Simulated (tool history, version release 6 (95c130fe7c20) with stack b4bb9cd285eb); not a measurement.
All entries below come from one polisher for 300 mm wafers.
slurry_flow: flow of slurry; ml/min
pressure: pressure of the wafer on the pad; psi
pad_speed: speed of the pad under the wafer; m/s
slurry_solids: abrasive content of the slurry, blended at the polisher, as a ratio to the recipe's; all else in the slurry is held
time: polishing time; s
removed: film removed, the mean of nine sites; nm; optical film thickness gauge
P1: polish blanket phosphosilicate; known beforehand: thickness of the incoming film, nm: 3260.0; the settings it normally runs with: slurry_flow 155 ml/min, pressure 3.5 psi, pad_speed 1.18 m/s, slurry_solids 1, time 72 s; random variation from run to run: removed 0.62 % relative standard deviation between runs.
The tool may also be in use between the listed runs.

run    day  slurry_flow  pressure  pad_speed  slurry_solids  time  removed
  1  0.171          155       3.5       1.18              1    72   906.97
  2  0.421          225       3.5       1.18              1    72   955.73
  3  0.638          155       3.5       1.18              1    97   1220.7
  4  0.979          155       3.5       1.82              1    72   1275.7
  5  1.233          155       1.7       1.18              1    72   444.92
  6  1.579          155       5.5       1.18              1    72   1438.8
  7  1.883          155       3.5       1.18           0.55    72   658.78
  8  2.233          155       3.5       1.18            1.5    72   1075.9
  9    2.5          155       3.5       1.18              1    72   901.65
 10  2.833          155       3.5       1.18              1    72   913.79
 11  3.154          155       3.5       0.54              1    72   482.45
 12   3.35          155       3.5       1.18              1    33   419.67
 13  3.588          155       3.5       1.18              1    72   899.68
 14  3.825          215       3.5       1.76              1    72   1315.1
 15  4.167          155       3.5       1.18              1    72   907.24
 16  4.358           95       3.5       1.18              1    72   812.58
 17  4.717          155       3.5       1.18              1    72   916.96
 18  5.025          155       3.5       1.18              1    72   899.18
 19  5.267          155       3.5       1.18              1    72   866.69
 20    5.5          155       3.5       1.18              1    72   829.92
     5.779  -- head pressure recalibrated
 21  5.842          155       3.5       1.18              1    72    810.2
     5.979  -- conditioning disc replaced and pad reconditioned
 22  6.088          155       3.5       1.18              1    72   799.91
     6.208  -- slurry nozzle cleaned
 23  6.317          155       3.5       1.18              1    72   796.12
 24  6.492          155       3.5       1.18              1    72   787.06
 25  6.838          155       3.5       1.18              1    72   798.02
 26  7.088          155       3.5       1.18              1    72   786.06

Something has made what P1 gives creep away from where it was; the 2 causes below, each at its own stated size, fit the log equally well:
A: removal rate lost through wear of the pad, % = 13.2
B: abrasive missing from the slurry, % = 25.1
The gradual shift began around day 5.025.
Each remaining cause and why it is not a fit:
slurry flow missing at the pad, %: was serviced at day 6.208, once the creep was under way, yet the earlier output never came back
head's pressure below its setpoint, %: was serviced at day 5.779, once the creep was under way, yet the earlier output never came back
time polished since the conditioner stopped cutting, s: was serviced at day 5.979, once the creep was under way, yet the earlier output never came back

Consider the 4 check runs below, whose results appear as question marks and each of which averages 2 wafers. Which one distinguishes the causes, in that each cause would give it a clearly different result?
check 1  7.338          115       3.5       1.18           0.55    72        ?
check 2  7.338          155         5       1.18              1    72        ?
check 3  7.338           95       5.4       1.18              1    72        ?
check 4  7.338          155       3.5       0.54              1    72        ?

How each check would come out, cause by cause:
  check   result    if A    if B
check 1  removed  542.32  519.85
check 2  removed  1126.5  1126.3
check 3  removed  1095.9  1095.7
check 4  removed  421.94  421.85
Gap, in per cent, between the two causes that each check separates least, read from the result that separates them most: check 1 4.23 %; check 2 0.02 %; check 3 0.02 %; check 4 0.02 %
Of the check runs offered, only check 1 discriminates between the causes; the rest would read about the same regardless of which cause applies.

After running check 1, the following was obtained: removed 544.91 nm. Which cause does this point to?

The cause is A: removal rate lost through wear of the pad, %.
